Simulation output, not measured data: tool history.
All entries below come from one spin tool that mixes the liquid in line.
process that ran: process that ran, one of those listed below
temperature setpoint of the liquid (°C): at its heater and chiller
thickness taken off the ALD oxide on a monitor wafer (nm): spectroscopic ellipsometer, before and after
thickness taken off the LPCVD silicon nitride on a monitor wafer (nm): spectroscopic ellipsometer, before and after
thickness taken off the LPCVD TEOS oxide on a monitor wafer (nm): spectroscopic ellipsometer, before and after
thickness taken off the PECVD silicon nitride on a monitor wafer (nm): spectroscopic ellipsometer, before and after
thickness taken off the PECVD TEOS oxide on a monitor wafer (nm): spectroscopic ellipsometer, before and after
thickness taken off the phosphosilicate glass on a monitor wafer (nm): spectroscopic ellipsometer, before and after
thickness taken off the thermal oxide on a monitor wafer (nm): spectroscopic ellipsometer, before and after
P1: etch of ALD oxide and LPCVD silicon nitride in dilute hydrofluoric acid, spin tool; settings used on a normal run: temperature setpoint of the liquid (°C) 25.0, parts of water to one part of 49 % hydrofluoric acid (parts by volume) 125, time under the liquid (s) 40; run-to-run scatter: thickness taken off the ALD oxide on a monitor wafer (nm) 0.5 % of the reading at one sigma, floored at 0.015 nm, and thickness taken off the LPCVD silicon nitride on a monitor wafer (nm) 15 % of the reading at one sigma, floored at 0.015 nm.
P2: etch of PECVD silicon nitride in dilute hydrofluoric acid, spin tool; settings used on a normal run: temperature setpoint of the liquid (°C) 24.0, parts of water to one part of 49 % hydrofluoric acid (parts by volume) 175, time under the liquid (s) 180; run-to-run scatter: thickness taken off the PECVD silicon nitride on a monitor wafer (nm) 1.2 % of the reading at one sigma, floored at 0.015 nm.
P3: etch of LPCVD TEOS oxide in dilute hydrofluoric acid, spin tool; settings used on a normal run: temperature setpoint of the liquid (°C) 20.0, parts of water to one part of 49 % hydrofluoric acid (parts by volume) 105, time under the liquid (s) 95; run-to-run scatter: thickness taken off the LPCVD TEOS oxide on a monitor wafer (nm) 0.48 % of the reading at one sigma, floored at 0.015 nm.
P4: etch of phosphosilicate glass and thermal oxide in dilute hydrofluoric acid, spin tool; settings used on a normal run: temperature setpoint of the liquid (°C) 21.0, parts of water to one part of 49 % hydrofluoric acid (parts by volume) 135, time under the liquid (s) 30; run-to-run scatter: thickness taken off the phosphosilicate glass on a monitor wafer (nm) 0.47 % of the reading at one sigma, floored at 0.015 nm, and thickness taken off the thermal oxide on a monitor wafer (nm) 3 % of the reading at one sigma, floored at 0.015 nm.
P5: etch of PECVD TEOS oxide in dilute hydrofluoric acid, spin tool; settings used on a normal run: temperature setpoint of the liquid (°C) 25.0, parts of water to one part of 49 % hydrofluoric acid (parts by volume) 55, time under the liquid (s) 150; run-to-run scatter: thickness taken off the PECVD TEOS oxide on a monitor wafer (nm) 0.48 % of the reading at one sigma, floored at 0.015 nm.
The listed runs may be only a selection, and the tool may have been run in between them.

run   hour  process that ran  temperature setpoint of the liquid (°C)  parts of water to one part of 49 % hydrofluoric acid (parts by volume)  time under the liquid (s)  hours since the thermometer was replaced  hours since the hydrofluoric acid flow meter was replaced  thickness taken off the ALD oxide on a monitor wafer (nm)  thickness taken off the LPCVD silicon nitride on a monitor wafer (nm)  thickness taken off the LPCVD TEOS oxide on a monitor wafer (nm)  thickness taken off the PECVD silicon nitride on a monitor wafer (nm)  thickness taken off the PECVD TEOS oxide on a monitor wafer (nm)  thickness taken off the phosphosilicate glass on a monitor wafer (nm)  thickness taken off the thermal oxide on a monitor wafer (nm)
  1   10.2                P1                                     25.0                                                                     125                         40                                    1807.6                                                      123.6                                                     9.3899                                                               0.185750
  2   21.2                P3                                     20.0                                                                     105                         95                                    1818.6                                                      134.6                                                                                                                                                                                              43.698
  3   30.9                P1                                     17.0                                                                     125                         40                                    1828.3                                                      144.3                                                     6.8319                                                               0.114190
  4   43.3                P2                                     24.0                                                                      45                        180                                    1840.7                                                      156.7                                                                                                                                                                                                                                                                    7.16620
  5   49.9                P1                                     25.0                                                                     125                         75                                    1847.3                                                      163.3                                                    17.6640                                                               0.401990
  6   61.9                P5                                     33.0                                                                      55                        150                                    1859.3                                                      175.3                                                                                                                                                                                                                                                                                                                                       65.981
  7   72.9                P1                                     29.5                                                                     125                         40                                    1870.3                                                      186.3                                                    11.2340                                                               0.259690
  8   80.7                P1                                     25.0                                                                     170                         40                                    1878.1                                                      194.1                                                     6.5238                                                               0.089942
  9   92.3                P5                                     25.0                                                                      55                        150                                    1889.7                                                      205.7                                                                                                                                                                                                                                                                                                                                       47.901
 10  102.5                P2                                     24.0                                                                     175                         15                                    1899.9                                                      215.9                                                                                                                                                                                                                                                                    0.14797
 11  114.8                P1                                     25.0                                                                     125                         40                                    1912.2                                                      228.2                                                     9.4550                                                               0.206700
 12  123.9                P2                                     17.0                                                                     175                        180                                    1921.3                                                      237.3                                                                                                                                                                                                                                                                    1.18460
 13  131.8                P5                                     25.0                                                                      55                        290                                    1929.2                                                      245.2                                                                                                                                                                                                                                                                                                                                       92.471
 14  141.2                P1                                     25.0                                                                     125                         40                                    1938.6                                                      254.6                                                     9.4726                                                               0.156240
 15  152.7                P1                                     18.5                                                                     125                         15                                    1950.1                                                      266.1                                                     2.7045                                                               0.034974
 16  161.1                P3                                     20.0                                                                     105                        170                                    1958.5                                                      274.5                                                                                                                                                                                              77.886
 17  169.0                P3                                     20.0                                                                     180                         95                                    1966.4                                                      282.4                                                                                                                                                                                              23.281
     171.5  -- thermometer replaced
 18  176.3                P4                                     21.0                                                                     200                         30                                       4.9                                                      289.7                                                                                                                                                                                                                                                                                                                                                                                                              16.562                                                        0.52849
 19  187.7                P3                                     20.0                                                                     105                         95                                      16.3                                                      301.1                                                                                                                                                                                              43.488
 20  194.0                P5                                     25.0                                                                      20                        150                                      22.6                                                      307.4                                                                                                                                                                                                                                                                                                                                      137.390
 21  202.3                P1                                     25.0                                                                     125                         15                                      30.9                                                      315.7                                                     3.5409                                                               0.057334
 22  209.0                P1                                     25.0                                                                      75                         40                                      37.6                                                      322.4                                                    16.8230                                                               0.319600
 23  216.7                P1                                     25.0                                                                     125                         40                                      45.3                                                      330.1                                                     9.3876                                                               0.191410
 24  225.3                P4                                     17.0                                                                     135                         30                                      53.9                                                      338.7                                                                                                                                                                                                                                                                                                                                                                                                              22.482                                                        0.75116
 25  231.1                P4                                     21.0                                                                     135                         30                                      59.7                                                      344.5                                                                                                                                                                                                                                                                                                                                                                                                              26.426                                                        0.91139
 26  239.2                P2                                     24.0                                                                     175                        180                                      67.8                                                      352.6                                                                                                                                                                                                                                                                    1.84170
 27  249.9                P1                                     25.0                                                                     125                         40                                      78.5                                                      363.3                                                     9.4105                                                               0.220050
 28  257.8                P3                                     17.0                                                                     105                         95                                      86.4                                                      371.2                                                                                                                                                                                              38.290
 29  268.1                P4                                     21.0                                                                     135                         60                                      96.7                                                      381.5                                                                                                                                                                                                                                                                                                                                                                                                              52.459                                                        1.74240
 30  274.2                P1                                     25.0                                                                     125                         40                                     102.8                                                      387.6                                                     9.4258                                                               0.131840
 31  284.4                P1                                     25.0                                                                     125                         40                                     113.0                                                      397.8                                                     9.7054                                                               0.274540
 32  290.7                P1                                     25.0                                                                     125                         40                                     119.3                                                      404.1                                                     9.8869                                                               0.219460
 33  297.2                P1                                     25.0                                                                     125                         40                                     125.8                                                      410.6                                                     9.8384                                                               0.255870
 34  304.1                P1                                     25.0                                                                     125                         40                                     132.7                                                      417.5                                                     9.9631                                                               0.236110
 35  315.1                P1                                     25.0                                                                     125                         40                                     143.7                                                      428.5                                                    10.0450                                                               0.189820
 36  324.3                P1                                     25.0                                                                     125                         40                                     152.9                                                      437.7                                                     9.9846                                                               0.247750
 37  329.9                P1                                     25.0                                                                     125                         40                                     158.5                                                      443.3                                                    10.0980                                                               0.267390

The log shows P1 creeping away from where it was. Any of the 2 causes listed here, at the size stated for it, fits the log just as well as the others:
A: hydrofluoric acid flow above the setpoint (%) = 5.67
B: liquid hotter than its thermometer reads (K) = 1.66
Creep in the process output first set in at about hour 274.2.

You are offered 4 check runs, listed below with question marks in place of their results; each one averages 3 wafers. Which run separates the listed causes by giving clearly different results for each?
check 1  335.5                P2                                     17.0                                                                      65                        180                                                                                                                                                                                                                                                                                                                                                                               ?
check 2  335.5                P4                                     21.0                                                                     135                         40                                                                                                                                                                                                                                                                                                                                                                                                                                                                                                                        ?                                                              ?
check 3  335.5                P5                                     32.0                                                                      55                        205                                                                                                                                                                                                                                                                                                                                                                                                                                                 ?
check 4  335.5                P3                                     20.0                                                                     140                         95                                                                                                                                                                                                                                                                                                        ?

Expected result of each check under each candidate cause:
  check                                                                 result     if A     if B
check 1  thickness taken off the PECVD silicon nitride on a monitor wafer (nm)  3.26240  3.47470
check 2  thickness taken off the phosphosilicate glass on a monitor wafer (nm)   37.455   37.548
check 2          thickness taken off the thermal oxide on a monitor wafer (nm)  1.26380  1.26690
check 3       thickness taken off the PECVD TEOS oxide on a monitor wafer (nm)   91.336   91.655
check 4       thickness taken off the LPCVD TEOS oxide on a monitor wafer (nm)   33.439   33.534
Minimum pairwise separation of causes per check, each pair taken at its best-separating result: check 1 6.3 %; check 2 0.25 %; check 3 0.35 %; check 4 0.28 %
Check 1 is the one run that separates the causes; every other check would come out nearly the same whichever cause is at work.

Check 1 has now been run. It gave: thickness taken off the PECVD silicon nitride on a monitor wafer (nm) 3.48590. Which of the candidate causes is it?

The correct cause is B, namely: liquid hotter than its thermometer reads (K).
